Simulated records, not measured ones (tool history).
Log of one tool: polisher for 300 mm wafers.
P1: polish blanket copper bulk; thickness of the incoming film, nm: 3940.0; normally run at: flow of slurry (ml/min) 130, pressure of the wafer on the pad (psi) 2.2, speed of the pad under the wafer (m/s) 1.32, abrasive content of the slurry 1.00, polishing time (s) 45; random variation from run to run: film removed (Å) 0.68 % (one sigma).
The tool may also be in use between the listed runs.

run	hour	flow of slurry (ml/min)	pressure of the wafer on the pad (psi)	speed of the pad under the wafer (m/s)	abrasive content of the slurry	polishing time (s)	wafers polished on this pad	hours since the slurry nozzle was cleaned	hours since the head pressure was calibrated	hours since the slurry blender was calibrated	film removed (Å)
1	6.7	130	2.2	1.32	1.00	45	193	406.4	372.0	219.5	4839.3
2	11.7	130	2.2	1.82	1.00	45	257	411.4	377.0	224.5	6785.2
# hour 14.6: worn pad replaced by a new one
3	16.4	130	2.2	1.32	1.00	45	24	416.1	381.7	229.2	4881.4
4	20.1	80	2.2	1.32	1.00	45	71	419.8	385.4	232.9	4345.5
5	27.1	130	1.5	1.32	1.00	27	161	426.8	392.4	239.9	1997.9
6	31.9	175	2.2	1.32	1.00	45	222	431.6	397.2	244.7	5087.4
7	38.5	130	1.0	1.32	1.00	45	307	438.2	403.8	251.3	2198.2
8	42.1	130	2.9	1.32	1.00	45	353	441.8	407.4	254.9	6500.7
9	46.7	130	2.2	1.32	1.00	45	412	446.4	412.0	259.5	4933.6
10	50.6	130	2.2	1.32	1.00	58	462	450.3	415.9	263.4	6311.0
11	56.3	130	2.2	1.32	1.00	22	535	456.0	421.6	269.1	2399.3
12	62.1	130	2.2	1.32	1.45	45	609	461.8	427.4	274.9	5289.5
13	69.0	130	2.2	0.84	1.00	45	697	468.7	434.3	281.8	3107.7
14	72.7	130	2.2	1.32	0.65	45	745	472.4	438.0	285.5	4431.2
15	77.2	130	2.2	1.32	1.00	45	802	476.9	442.5	290.0	4912.8
16	80.5	130	2.2	1.32	1.00	45	845	480.2	445.8	293.3	4885.4
17	83.9	130	2.2	1.32	1.00	45	888	483.6	449.2	296.7	4865.2
18	90.5	130	2.2	1.32	1.00	45	973	490.2	455.8	303.3	4767.0
19	94.4	130	2.2	1.32	1.00	45	1023	494.1	459.7	307.2	4587.0
20	98.3	130	2.2	1.32	1.00	45	1073	498.0	463.6	311.1	4491.5
# hour 101.2: slurry blender recalibrated
# hour 101.5: worn pad replaced by a new one
21	105.3	130	2.2	1.32	1.00	45	49	505.0	470.6	4.2	4437.4
22	109.6	130	2.2	1.32	1.00	45	104	509.3	474.9	8.5	4416.0
23	115.5	130	2.2	1.32	1.00	45	180	515.2	480.8	14.4	4383.8
24	118.7	130	2.2	1.32	1.00	45	221	518.4	484.0	17.6	4367.0
25	125.6	130	2.2	1.32	1.00	45	309	525.3	490.9	24.5	4393.2
26	129.0	130	2.2	1.32	1.00	45	353	528.7	494.3	27.9	4403.6

What P1 gives has crept away from where it was. These 2 causes fit the log equally well, each at the size given:
A: slurry flow missing at the pad, % = 37.3
B: head's pressure below its setpoint, % = 10.8
The creep began at about hour 83.9.
Why every other cause is out:
removal rate lost through wear of the pad, %: serviced at hour 101.5, which brought nothing back
abrasive missing from the slurry, %: serviced at hour 101.2, which brought nothing back

4 check runs are offered, each on 2 wafers whose results are averaged, their results left as question marks. Which one tells the causes apart?
check 1	132.4	130	2.2	1.60	1.00	45					?
check 2	132.4	130	1.0	1.32	1.00	56					?
check 3	132.4	130	2.2	1.32	1.35	22					?
check 4	132.4	90	2.2	1.32	1.00	45					?

What each check would give under each cause:
check	result	if A	if B
check 1	film removed (Å)	5288.0	5287.4
check 2	film removed (Å)	2467.7	2467.4
check 3	film removed (Å)	2277.1	2276.8
check 4	film removed (Å)	3837.2	4003.1
How far apart the two closest causes lie, in the result that separates them most: check 1 0.01 %; check 2 0.01 %; check 3 0.01 %; check 4 4.23 %
Check 4 tells the causes apart: in the others they would give nearly the same result.

Check 4 was then run and gave: film removed (Å) 3850.3. Which cause is it?

It is A: slurry flow missing at the pad, %.
